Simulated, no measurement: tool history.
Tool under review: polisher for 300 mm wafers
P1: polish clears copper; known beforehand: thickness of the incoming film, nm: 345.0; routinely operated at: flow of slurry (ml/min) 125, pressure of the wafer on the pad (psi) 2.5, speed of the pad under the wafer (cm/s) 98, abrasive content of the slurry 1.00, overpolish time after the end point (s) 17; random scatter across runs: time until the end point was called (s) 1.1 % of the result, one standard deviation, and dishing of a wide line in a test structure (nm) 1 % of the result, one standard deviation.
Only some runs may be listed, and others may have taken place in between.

run   hour  flow of slurry (ml/min)  pressure of the wafer on the pad (psi)  speed of the pad under the wafer (cm/s)  abrasive content of the slurry  overpolish time after the end point (s)  time until the end point was called (s)  dishing of a wide line in a test structure (nm)
  1    2.7                      125                                     2.5                                       98                            1.00                                       17                                  141.810                                          28.0270
  2    6.4                      125                                     2.5                                       98                            1.00                                        5                                  142.810                                           8.8874
  3    8.9                       75                                     2.5                                       98                            1.00                                       17                                  160.570                                          25.2000
  4   13.3                      125                                     2.5                                       44                            1.00                                       17                                  314.730                                          13.1550
  5   15.8                      125                                     2.5                                       98                            0.60                                       17                                  155.180                                          25.6760
  6   18.9                      125                                     2.5                                      144                            1.00                                       17                                   96.901                                          38.9520
  7   22.4                      125                                     2.5                                       98                            1.00                                       17                                  143.720                                          28.0310
  8   24.9                      125                                     1.1                                       98                            1.00                                       17                                  324.880                                          12.6480
  9   28.7                      125                                     3.1                                       98                            0.65                                       17                                  125.630                                          31.6290
 10   31.3                      125                                     2.5                                       98                            1.00                                       17                                  145.190                                          28.1700
 11   34.5                      125                                     2.5                                       98                            1.00                                       17                                  145.360                                          28.0640
 12   38.4                      125                                     2.5                                       98                            1.00                                       17                                  145.200                                          27.8720
 13   41.0                      200                                     2.5                                       98                            1.00                                       17                                  134.150                                          29.5860
 14   43.8                      125                                     2.5                                       98                            1.50                                       17                                  129.730                                          30.2070
 15   45.8                      125                                     3.9                                       98                            1.00                                       17                                   90.562                                          41.7200
 16   50.0                      125                                     2.5                                       98                            1.00                                       28                                  142.110                                          43.1520
 17   53.1                      125                                     2.5                                       98                            1.00                                       17                                  140.700                                          27.8550
 18   56.1                      175                                     2.5                                       66                            1.00                                       17                                  199.750                                          20.5210
 19   59.2                      125                                     2.5                                       98                            1.00                                       17                                  143.100                                          28.3970
 20   62.4                      125                                     2.5                                       98                            1.00                                       17                                  142.230                                          27.9590
 21   65.7                      125                                     2.5                                       98                            1.00                                       17                                  148.340                                          27.0910
 22   70.1                      125                                     2.5                                       98                            1.00                                       17                                  150.150                                          26.6660
 23   74.5                      125                                     2.5                                       98                            1.00                                       17                                  157.890                                          25.6190
 24   77.5                      125                                     2.5                                       98                            1.00                                       17                                  154.740                                          25.4480
      80.8  -- head pressure recalibrated
 25   80.9                      125                                     2.5                                       98                            1.00                                       17                                  156.870                                          24.9520
 26   83.9                      125                                     2.5                                       98                            1.00                                       17                                  157.470                                          25.4580
 27   86.1                      125                                     2.5                                       98                            1.00                                       17                                  156.770                                          25.4500
      87.2  -- slurry blender recalibrated
 28   90.4                      125                                     2.5                                       98                            1.00                                       17                                  162.250                                          25.3100
 29   92.9                      125                                     2.5                                       98                            1.00                                       17                                  161.090                                          24.9270
 30   97.1                      125                                     2.5                                       98                            1.00                                       17                                  158.830                                          25.3390
 31  100.7                      125                                     2.5                                       98                            1.00                                       17                                  161.780                                          24.8780

Something has made what P1 gives creep away from where it was; the 2 causes below, each at its own stated size, fit the log equally well:
A: slurry flow missing at the pad, % = 37.2
B: removal rate lost through wear of the pad, % = 11.1
The process output started creeping at around hour 62.4.
Excluded causes, each with its reason:
head's pressure below its setpoint, %: serviced at hour 80.8, after the drift had started, without restoring the earlier output
abrasive missing from the slurry, %: serviced at hour 87.2, after the drift had started, without restoring the earlier output

The list below offers 4 check runs, each averaging the results of 5 wafers, and shows each result as a question mark. For which of them would the listed causes give clearly different results?
check 1  104.3                      190                                     2.5                                       98                            1.00                                       17                                        ?                                                ?
check 2  104.3                      125                                     3.3                                       98                            0.60                                       17                                        ?                                                ?
check 3  104.3                      125                                     2.5                                       98                            0.75                                       17                                        ?                                                ?
check 4  104.3                      125                                     1.8                                       98                            1.00                                       17                                        ?                                                ?

Expected result of each check under each candidate cause:
  check                                           result     if A     if B
check 1          time until the end point was called (s)  143.800  149.240
check 1  dishing of a wide line in a test structure (nm)  27.6520  26.7470
check 2          time until the end point was called (s)  134.910  134.940
check 2  dishing of a wide line in a test structure (nm)  29.5680  29.5630
check 3          time until the end point was called (s)  170.170  170.200
check 3  dishing of a wide line in a test structure (nm)  23.7580  23.7540
check 4          time until the end point was called (s)  222.450  222.490
check 4  dishing of a wide line in a test structure (nm)  18.3920  18.3890
Gap, in per cent, between the two causes that each check separates least, read from the result that separates them most: check 1 3.72 %; check 2 0.02 %; check 3 0.02 %; check 4 0.02 %
Check 1 tells the causes apart: in the others they would give nearly the same result.

After running check 1, the following was obtained: time until the end point was called (s) 148.800; dishing of a wide line in a test structure (nm) 26.9300. Which cause does this point to?

The cause is B: removal rate lost through wear of the pad, %.

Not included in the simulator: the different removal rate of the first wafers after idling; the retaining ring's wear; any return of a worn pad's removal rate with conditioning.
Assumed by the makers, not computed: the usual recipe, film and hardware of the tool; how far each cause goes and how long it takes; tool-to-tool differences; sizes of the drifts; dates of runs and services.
